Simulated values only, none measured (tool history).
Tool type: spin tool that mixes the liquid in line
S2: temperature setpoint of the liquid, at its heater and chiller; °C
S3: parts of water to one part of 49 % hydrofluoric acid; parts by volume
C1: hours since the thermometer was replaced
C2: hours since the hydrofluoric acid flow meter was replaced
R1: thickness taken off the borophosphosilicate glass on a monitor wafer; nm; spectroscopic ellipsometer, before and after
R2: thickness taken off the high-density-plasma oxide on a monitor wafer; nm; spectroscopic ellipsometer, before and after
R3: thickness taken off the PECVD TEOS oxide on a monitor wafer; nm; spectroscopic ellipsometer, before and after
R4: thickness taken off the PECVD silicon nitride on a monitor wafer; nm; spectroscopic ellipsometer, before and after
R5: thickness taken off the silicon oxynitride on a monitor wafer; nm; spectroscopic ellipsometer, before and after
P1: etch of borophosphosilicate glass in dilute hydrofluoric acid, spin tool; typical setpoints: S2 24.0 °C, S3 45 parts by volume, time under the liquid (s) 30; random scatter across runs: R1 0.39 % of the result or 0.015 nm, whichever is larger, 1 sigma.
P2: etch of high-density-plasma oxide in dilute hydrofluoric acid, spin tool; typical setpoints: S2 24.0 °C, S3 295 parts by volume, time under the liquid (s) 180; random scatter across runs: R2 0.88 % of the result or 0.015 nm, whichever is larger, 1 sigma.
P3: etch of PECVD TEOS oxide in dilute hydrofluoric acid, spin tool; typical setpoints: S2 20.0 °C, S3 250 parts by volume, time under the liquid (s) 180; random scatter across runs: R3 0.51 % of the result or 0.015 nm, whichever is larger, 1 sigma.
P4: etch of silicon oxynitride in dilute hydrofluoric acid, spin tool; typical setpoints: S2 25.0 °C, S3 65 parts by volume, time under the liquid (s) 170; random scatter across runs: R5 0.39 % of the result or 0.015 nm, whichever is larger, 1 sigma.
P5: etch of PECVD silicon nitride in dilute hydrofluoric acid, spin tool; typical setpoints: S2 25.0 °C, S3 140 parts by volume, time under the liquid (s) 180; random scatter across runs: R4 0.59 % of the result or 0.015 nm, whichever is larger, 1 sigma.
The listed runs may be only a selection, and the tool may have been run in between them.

{"run": 1, "hour": 5.3, "process that ran": "P1", "S2": 24.0, "S3": 45, "time under the liquid (s)": 30, "C1": 1513.2, "C2": 464.1, "R1": 28.213}
{"run": 2, "hour": 12.3, "process that ran": "P2", "S2": 24.0, "S3": 295, "time under the liquid (s)": 180, "C1": 1520.2, "C2": 471.1, "R2": 2.3894}
{"run": 3, "hour": 21.8, "process that ran": "P1", "S2": 24.0, "S3": 45, "time under the liquid (s)": 15, "C1": 1529.7, "C2": 480.6, "R1": 14.1}
{"run": 4, "hour": 30.7, "process that ran": "P3", "S2": 20.0, "S3": 250, "time under the liquid (s)": 180, "C1": 1538.6, "C2": 489.5, "R3": 6.6454}
{"run": 5, "hour": 38.7, "process that ran": "P1", "S2": 24.0, "S3": 70, "time under the liquid (s)": 30, "C1": 1546.6, "C2": 497.5, "R1": 17.545}
{"run": 6, "hour": 45.8, "process that ran": "P3", "S2": 20.0, "S3": 250, "time under the liquid (s)": 180, "C1": 1553.7, "C2": 504.6, "R3": 6.6569}
{"run": 7, "hour": 53.6, "process that ran": "P5", "S2": 19.5, "S3": 140, "time under the liquid (s)": 180, "C1": 1561.5, "C2": 512.4, "R4": 2.9422}
{"run": 8, "hour": 60.3, "process that ran": "P4", "S2": 25.0, "S3": 65, "time under the liquid (s)": 170, "C1": 1568.2, "C2": 519.1, "R5": 11.092}
{"run": 9, "hour": 68.8, "process that ran": "P3", "S2": 20.0, "S3": 250, "time under the liquid (s)": 330, "C1": 1576.7, "C2": 527.6, "R3": 12.119}
{"run": 10, "hour": 73.8, "process that ran": "P1", "S2": 30.0, "S3": 45, "time under the liquid (s)": 30, "C1": 1581.7, "C2": 532.6, "R1": 36.006}
{"run": 11, "hour": 81.8, "process that ran": "P2", "S2": 29.0, "S3": 295, "time under the liquid (s)": 180, "C1": 1589.7, "C2": 540.6, "R2": 2.8492}
{"run": 12, "hour": 86.6, "process that ran": "P4", "S2": 25.0, "S3": 100, "time under the liquid (s)": 170, "C1": 1594.5, "C2": 545.4, "R5": 6.949}
{"run": 13, "hour": 91.6, "process that ran": "P1", "S2": 24.0, "S3": 45, "time under the liquid (s)": 30, "C1": 1599.5, "C2": 550.4, "R1": 28.295}
{"run": 14, "hour": 99.1, "process that ran": "P3", "S2": 27.0, "S3": 250, "time under the liquid (s)": 180, "C1": 1607.0, "C2": 557.9, "R3": 8.5194}
{"run": 15, "hour": 109.1, "process that ran": "P5", "S2": 25.0, "S3": 140, "time under the liquid (s)": 180, "C1": 1617.0, "C2": 567.9, "R4": 4.2088}
{"run": 16, "hour": 113.6, "process that ran": "P2", "S2": 24.0, "S3": 295, "time under the liquid (s)": 35, "C1": 1621.5, "C2": 572.4, "R2": 0.45727}
{"run": 17, "hour": 117.9, "process that ran": "P1", "S2": 24.0, "S3": 45, "time under the liquid (s)": 30, "C1": 1625.8, "C2": 576.7, "R1": 28.136}
{"run": 18, "hour": 126.2, "process that ran": "P1", "S2": 17.0, "S3": 45, "time under the liquid (s)": 30, "C1": 1634.1, "C2": 585.0, "R1": 21.114}
{"run": 19, "hour": 133.3, "process that ran": "P3", "S2": 20.0, "S3": 40, "time under the liquid (s)": 180, "C1": 1641.2, "C2": 592.1, "R3": 52.099}
{"run": 20, "hour": 141.8, "process that ran": "P1", "S2": 24.0, "S3": 45, "time under the liquid (s)": 30, "C1": 1649.7, "C2": 600.6, "R1": 28.216}

Predict the results of run 21:
{"run": 21, "hour": 148.8, "process that ran": "P5", "S2": 25.0, "S3": 140, "time under the liquid (s)": 45, "C1": 1656.7, "C2": 607.6, "R4": "?"}

Run 21 came out at R4 1.0625 nm.
